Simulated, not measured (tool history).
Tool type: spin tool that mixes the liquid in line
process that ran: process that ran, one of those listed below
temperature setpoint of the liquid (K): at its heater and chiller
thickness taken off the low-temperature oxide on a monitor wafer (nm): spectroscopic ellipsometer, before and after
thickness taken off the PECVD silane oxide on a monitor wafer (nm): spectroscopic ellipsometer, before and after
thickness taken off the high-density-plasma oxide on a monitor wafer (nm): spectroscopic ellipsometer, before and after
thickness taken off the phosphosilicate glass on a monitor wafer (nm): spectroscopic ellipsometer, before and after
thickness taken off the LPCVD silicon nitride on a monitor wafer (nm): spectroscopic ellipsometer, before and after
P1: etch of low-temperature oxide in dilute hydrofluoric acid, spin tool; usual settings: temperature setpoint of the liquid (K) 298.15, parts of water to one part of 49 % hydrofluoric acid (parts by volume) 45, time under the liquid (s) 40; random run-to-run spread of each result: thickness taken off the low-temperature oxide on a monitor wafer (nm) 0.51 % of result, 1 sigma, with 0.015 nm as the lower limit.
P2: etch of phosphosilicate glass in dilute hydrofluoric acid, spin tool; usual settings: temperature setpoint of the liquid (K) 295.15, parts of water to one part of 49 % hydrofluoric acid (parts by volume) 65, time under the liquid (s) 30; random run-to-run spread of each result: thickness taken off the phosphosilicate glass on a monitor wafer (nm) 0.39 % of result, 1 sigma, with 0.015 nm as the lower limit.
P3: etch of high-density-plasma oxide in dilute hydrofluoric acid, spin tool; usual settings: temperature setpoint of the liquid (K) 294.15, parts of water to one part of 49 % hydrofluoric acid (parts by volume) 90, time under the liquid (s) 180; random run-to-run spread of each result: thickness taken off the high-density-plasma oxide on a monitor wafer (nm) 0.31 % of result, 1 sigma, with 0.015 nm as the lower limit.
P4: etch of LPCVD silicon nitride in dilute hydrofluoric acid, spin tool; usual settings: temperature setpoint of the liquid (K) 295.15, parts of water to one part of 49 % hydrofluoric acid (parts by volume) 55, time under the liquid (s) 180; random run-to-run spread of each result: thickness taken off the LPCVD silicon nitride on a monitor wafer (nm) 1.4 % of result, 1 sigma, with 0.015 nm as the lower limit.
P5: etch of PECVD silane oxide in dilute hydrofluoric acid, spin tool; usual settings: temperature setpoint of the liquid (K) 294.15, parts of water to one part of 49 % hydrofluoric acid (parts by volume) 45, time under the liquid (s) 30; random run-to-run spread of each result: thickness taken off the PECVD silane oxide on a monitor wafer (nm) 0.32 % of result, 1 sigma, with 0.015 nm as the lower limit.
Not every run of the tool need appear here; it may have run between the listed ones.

run	day	process that ran	temperature setpoint of the liquid (K)	parts of water to one part of 49 % hydrofluoric acid (parts by volume)	time under the liquid (s)	hours since the thermometer was replaced	hours since the hydrofluoric acid flow meter was replaced	thickness taken off the low-temperature oxide on a monitor wafer (nm)	thickness taken off the PECVD silane oxide on a monitor wafer (nm)	thickness taken off the high-density-plasma oxide on a monitor wafer (nm)	thickness taken off the phosphosilicate glass on a monitor wafer (nm)	thickness taken off the LPCVD silicon nitride on a monitor wafer (nm)
1	0.133	P1	298.15	45	40	1120.4	793.8	18.445				
2	0.258	P1	304.65	45	25	1123.4	796.8	14.992				
3	0.350	P1	305.65	45	25	1125.6	799.0	15.695				
# day 0.383: thermometer replaced
4	0.467	P5	294.15	75	30	2.1	801.8		17.700			
5	0.550	P3	294.15	90	180	4.1	803.8			13.7100		
6	0.667	P1	298.15	45	40	6.9	806.6	18.610				
7	0.758	P5	294.15	45	55	9.1	808.8		55.747			
8	0.925	P5	294.15	45	30	13.1	812.8		30.425			
9	1.088	P2	290.15	65	30	17.0	816.7				21.617	
10	1.258	P4	290.15	55	180	21.1	820.8					0.99877
11	1.379	P3	294.15	90	75	24.0	823.7			5.6995		
12	1.500	P1	298.15	45	40	26.9	826.6	18.641				
13	1.671	P1	298.15	45	15	31.0	830.7	6.936				
14	1.771	P4	295.15	55	300	33.4	833.1					2.43700
15	1.883	P4	295.15	30	180	36.1	835.8					2.65580
16	2.012	P4	295.15	55	180	39.2	838.9					1.45580
17	2.104	P3	294.15	90	180	41.4	841.1			13.7290		
18	2.267	P1	291.15	45	40	45.3	845.0	13.807				
19	2.392	P5	290.15	45	30	48.3	848.0		25.571			
20	2.475	P1	298.15	45	40	50.3	850.0	18.570				
21	2.562	P1	298.15	45	60	52.4	852.1	27.826				
22	2.725	P3	294.15	125	180	56.3	856.0			9.4650		
23	2.817	P3	290.15	90	180	58.5	858.2			11.6020		
24	2.954	P1	298.15	60	40	61.8	861.5	13.642				
25	3.088	P2	295.15	105	30	65.0	864.7				15.744	
26	3.175	P2	295.15	65	55	67.1	866.8				48.770	
27	3.312	P1	298.15	20	40	70.4	870.1	42.992				
28	3.400	P2	295.15	65	30	72.5	872.2				26.769	
29	3.525	P1	305.15	25	40	75.5	875.2	45.481				
30	3.621	P1	306.15	45	40	77.8	877.5	25.323				
31	3.721	P1	298.15	45	40	80.2	879.9	18.601				
32	3.846	P1	298.15	45	40	83.2	882.9	18.164				
33	3.979	P1	298.15	45	40	86.4	886.1	17.629				
34	4.150	P1	298.15	45	40	90.5	890.2	17.498				
35	4.254	P1	298.15	45	40	93.0	892.7	17.291				
36	4.375	P1	298.15	45	40	95.9	895.6	17.222				
37	4.550	P1	298.15	45	40	100.1	899.8	17.154				
38	4.642	P1	298.15	45	40	102.3	902.0	17.124				
39	4.812	P1	298.15	45	40	106.4	906.1	17.055				

Compared with where it was, what P1 gives has crept away. Each cause listed below fits the log as well as the rest, at the size given for it:
A: hydrofluoric acid flow below the setpoint (%) = 7.23
B: liquid colder than its thermometer reads (K) = 1.93
The onset of the drift is placed at about day 3.721.

4 check runs are offered, each on 5 wafers whose results are averaged, their results left as question marks. Which one tells the causes apart?
check 1	4.983	P5	294.15	45	30				?			
check 2	4.983	P2	295.15	65	30						?	
check 3	4.983	P3	294.15	90	180					?		
check 4	4.983	P4	295.15	55	180							?

If the cause were each of the candidates in turn, the checks would give the following:
check	result	if A	if B
check 1	thickness taken off the PECVD silane oxide on a monitor wafer (nm)	28.157	28.079
check 2	thickness taken off the phosphosilicate glass on a monitor wafer (nm)	24.555	24.577
check 3	thickness taken off the high-density-plasma oxide on a monitor wafer (nm)	12.6270	12.6690
check 4	thickness taken off the LPCVD silicon nitride on a monitor wafer (nm)	1.35450	1.27650
How far apart the two closest causes lie, in the result that separates them most: check 1 0.28 %; check 2 0.09 %; check 3 0.33 %; check 4 5.94 %
Check 4 tells the causes apart: in the others they would give nearly the same result.

After running check 4, the following was obtained: thickness taken off the LPCVD silicon nitride on a monitor wafer (nm) 1.35600. Which cause does this point to?

The cause is A: hydrofluoric acid flow below the setpoint (%).
